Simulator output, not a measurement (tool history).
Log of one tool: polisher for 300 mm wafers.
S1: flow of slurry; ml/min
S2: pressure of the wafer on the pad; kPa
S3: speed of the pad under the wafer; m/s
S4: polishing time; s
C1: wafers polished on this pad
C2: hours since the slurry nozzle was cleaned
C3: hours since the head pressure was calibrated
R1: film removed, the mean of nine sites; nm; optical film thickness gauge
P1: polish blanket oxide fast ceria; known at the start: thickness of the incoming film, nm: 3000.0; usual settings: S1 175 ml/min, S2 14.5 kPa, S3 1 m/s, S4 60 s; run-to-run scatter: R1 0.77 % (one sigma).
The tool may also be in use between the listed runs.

run 1 hour=13.3 | S1=175 S2=14.5 S3=1 S4=60 | C1=420 C2=205 C3=697.8 | R1=823.99
run 2 hour=25.6 | S1=175 S2=14.5 S3=1 S4=60 | C1=528 C2=217.3 C3=710.1 | R1=817.89
run 3 hour=34.8 | S1=175 S2=14.5 S3=1 S4=60 | C1=609 C2=226.5 C3=719.3 | R1=808.79
-- hour=36.9 head pressure recalibrated
run 4 hour=44.4 | S1=175 S2=14.5 S3=1.58 S4=60 | C1=693 C2=236.1 C3=7.6 | R1=1284.5
run 5 hour=52.6 | S1=105 S2=14.5 S3=1 S4=60 | C1=765 C2=244.3 C3=15.8 | R1=739.13
run 6 hour=63.4 | S1=175 S2=14.5 S3=0.62 S4=92 | C1=860 C2=255.1 C3=26.6 | R1=776.02
run 7 hour=73.7 | S1=175 S2=14.5 S3=1 S4=60 | C1=950 C2=265.4 C3=36.9 | R1=813.1
run 8 hour=83.9 | S1=175 S2=14.5 S3=1 S4=60 | C1=1039 C2=275.6 C3=47.1 | R1=830.27
run 9 hour=95.4 | S1=250 S2=14.5 S3=1 S4=60 | C1=1140 C2=287.1 C3=58.6 | R1=854.49
run 10 hour=108.3 | S1=175 S2=22.1 S3=1 S4=60 | C1=1253 C2=300 C3=71.5 | R1=1234.3
run 11 hour=123.2 | S1=175 S2=14.5 S3=0.6 S4=60 | C1=1384 C2=314.9 C3=86.4 | R1=489.86
run 12 hour=134.5 | S1=175 S2=14.5 S3=1 S4=60 | C1=1483 C2=326.2 C3=97.7 | R1=815.64
run 13 hour=147.9 | S1=175 S2=14.5 S3=1 S4=82 | C1=1600 C2=339.6 C3=111.1 | R1=1111.8
run 14 hour=159.5 | S1=175 S2=14.5 S3=1 S4=27 | C1=1702 C2=351.2 C3=122.7 | R1=367.49
run 15 hour=169 | S1=175 S2=9 S3=1 S4=60 | C1=1785 C2=360.7 C3=132.2 | R1=502.55
run 16 hour=180.1 | S1=175 S2=14.5 S3=1 S4=60 | C1=1883 C2=371.8 C3=143.3 | R1=828.34
run 17 hour=189.6 | S1=175 S2=14.5 S3=1 S4=60 | C1=1966 C2=381.3 C3=152.8 | R1=786.49
run 18 hour=197.2 | S1=175 S2=14.5 S3=1 S4=60 | C1=2033 C2=388.9 C3=160.4 | R1=779.31
run 19 hour=211.2 | S1=175 S2=14.5 S3=1 S4=60 | C1=2155 C2=402.9 C3=174.4 | R1=772.41
run 20 hour=219.7 | S1=175 S2=14.5 S3=1 S4=60 | C1=2230 C2=411.4 C3=182.9 | R1=772.09
-- hour=224.3 head pressure recalibrated
run 21 hour=230.8 | S1=175 S2=14.5 S3=1 S4=60 | C1=2327 C2=422.5 C3=6.5 | R1=766.77
run 22 hour=243.1 | S1=175 S2=14.5 S3=1 S4=60 | C1=2435 C2=434.8 C3=18.8 | R1=782.16

What P1 gives has crept away from where it was. These 2 causes fit the log equally well, each at the size given:
A: removal rate lost through wear of the pad, % = 5.62
B: slurry flow missing at the pad, % = 28.1
The creep began at about hour 180.1.
Why every other cause is out:
head's pressure below its setpoint, %: serviced at hour 224.3, which brought nothing back

4 check runs are offered, each on 5 wafers whose results are averaged, their results left as question marks. Which one tells the causes apart?
run check 1 hour=255.4 | S1=175 S2=21.4 S3=1 S4=60 | R1=?
run check 2 hour=255.4 | S1=175 S2=14.5 S3=1.56 S4=60 | R1=?
run check 3 hour=255.4 | S1=175 S2=9.7 S3=1 S4=81 | R1=?
run check 4 hour=255.4 | S1=115 S2=14.5 S3=0.7 S4=60 | R1=?

What each check would give under each cause:
check=check_1 result=R1 if_A=1136.3 if_B=1136.5
check=check_2 result=R1 if_A=1200.8 if_B=1201
check=check_3 result=R1 if_A=692.76 if_B=692.89
check=check_4 result=R1 if_A=499.06 if_B=486.12
How far apart the two closest causes lie, in the result that separates them most: check 1 0.02 %; check 2 0.02 %; check 3 0.02 %; check 4 2.63 %
Check 4 tells the causes apart: in the others they would give nearly the same result.

Then check 4 was run and gave: R1 498.9 nm. Which cause is it?

It is A: removal rate lost through wear of the pad, %.
